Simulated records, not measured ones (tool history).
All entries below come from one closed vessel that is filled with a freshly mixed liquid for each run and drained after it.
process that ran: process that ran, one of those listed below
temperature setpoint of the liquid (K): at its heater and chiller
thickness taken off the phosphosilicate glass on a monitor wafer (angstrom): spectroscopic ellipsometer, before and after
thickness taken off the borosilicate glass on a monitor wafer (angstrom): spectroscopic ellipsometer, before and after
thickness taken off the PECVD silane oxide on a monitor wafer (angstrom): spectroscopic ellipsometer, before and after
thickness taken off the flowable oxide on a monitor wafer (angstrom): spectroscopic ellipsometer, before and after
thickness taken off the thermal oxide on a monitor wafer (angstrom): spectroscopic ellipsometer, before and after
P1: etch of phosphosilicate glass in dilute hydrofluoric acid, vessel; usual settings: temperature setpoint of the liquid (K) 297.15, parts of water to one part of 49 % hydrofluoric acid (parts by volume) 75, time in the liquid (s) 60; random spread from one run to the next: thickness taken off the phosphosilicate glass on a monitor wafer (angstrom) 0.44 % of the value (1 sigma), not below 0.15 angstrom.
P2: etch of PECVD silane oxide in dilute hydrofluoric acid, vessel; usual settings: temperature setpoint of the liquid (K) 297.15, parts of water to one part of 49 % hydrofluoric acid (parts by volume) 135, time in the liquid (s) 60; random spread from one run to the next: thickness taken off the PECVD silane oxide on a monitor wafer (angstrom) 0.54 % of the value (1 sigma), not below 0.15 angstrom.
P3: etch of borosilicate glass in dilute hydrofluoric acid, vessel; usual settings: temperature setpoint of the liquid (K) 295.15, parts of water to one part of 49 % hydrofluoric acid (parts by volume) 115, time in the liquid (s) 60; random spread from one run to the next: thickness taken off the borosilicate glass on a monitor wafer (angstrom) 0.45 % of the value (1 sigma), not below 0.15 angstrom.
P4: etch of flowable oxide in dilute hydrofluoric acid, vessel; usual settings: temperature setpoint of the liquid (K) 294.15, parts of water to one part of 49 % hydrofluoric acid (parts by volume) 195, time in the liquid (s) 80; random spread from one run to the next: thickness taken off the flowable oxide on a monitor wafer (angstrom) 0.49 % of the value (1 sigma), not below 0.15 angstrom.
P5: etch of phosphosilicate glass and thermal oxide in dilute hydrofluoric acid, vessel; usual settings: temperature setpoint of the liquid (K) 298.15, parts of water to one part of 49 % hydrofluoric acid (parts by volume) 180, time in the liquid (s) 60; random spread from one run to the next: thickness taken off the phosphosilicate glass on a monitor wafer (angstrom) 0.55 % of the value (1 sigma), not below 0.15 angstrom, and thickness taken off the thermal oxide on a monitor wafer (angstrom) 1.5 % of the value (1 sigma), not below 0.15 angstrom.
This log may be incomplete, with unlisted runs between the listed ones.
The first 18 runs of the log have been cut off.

run,hour,process that ran,temperature setpoint of the liquid (K),parts of water to one part of 49 % hydrofluoric acid (parts by volume),time in the liquid (s),hours since the thermometer was replaced,hours since the hydrofluoric acid flow meter was replaced,thickness taken off the phosphosilicate glass on a monitor wafer (angstrom),thickness taken off the borosilicate glass on a monitor wafer (angstrom),thickness taken off the PECVD silane oxide on a monitor wafer (angstrom),thickness taken off the flowable oxide on a monitor wafer (angstrom),thickness taken off the thermal oxide on a monitor wafer (angstrom)
19,204.4,P1,297.15,75,60,576.5,1802.5,1685.70,,,,
20,211.6,P1,297.15,25,60,583.7,1809.7,5412.50,,,,
21,225.1,P3,295.15,115,30,597.2,1823.2,,47.885,,,
22,237.0,P1,297.15,75,60,609.1,1835.1,1668.30,,,,
# hour 238.5: hydrofluoric acid flow meter replaced
23,251.0,P1,297.15,75,60,623.1,12.6,1685.60,,,,
24,258.1,P2,297.15,135,60,630.2,19.7,,,131.330,,
25,266.1,P5,298.15,180,30,638.2,27.7,110.12,,,,7.264
26,280.2,P1,304.15,75,110,652.3,41.8,4076.70,,,,
27,293.4,P5,298.15,180,60,665.5,55.0,221.38,,,,14.542
28,303.5,P1,297.15,75,30,675.6,65.1,836.67,,,,
29,315.6,P1,297.15,75,60,687.7,77.2,1685.30,,,,

What does the tool deliver on the next run?
30,329.2,P4,294.15,195,80,701.3,90.8,,,,?,

thickness taken off the flowable oxide on a monitor wafer (angstrom): 143.690

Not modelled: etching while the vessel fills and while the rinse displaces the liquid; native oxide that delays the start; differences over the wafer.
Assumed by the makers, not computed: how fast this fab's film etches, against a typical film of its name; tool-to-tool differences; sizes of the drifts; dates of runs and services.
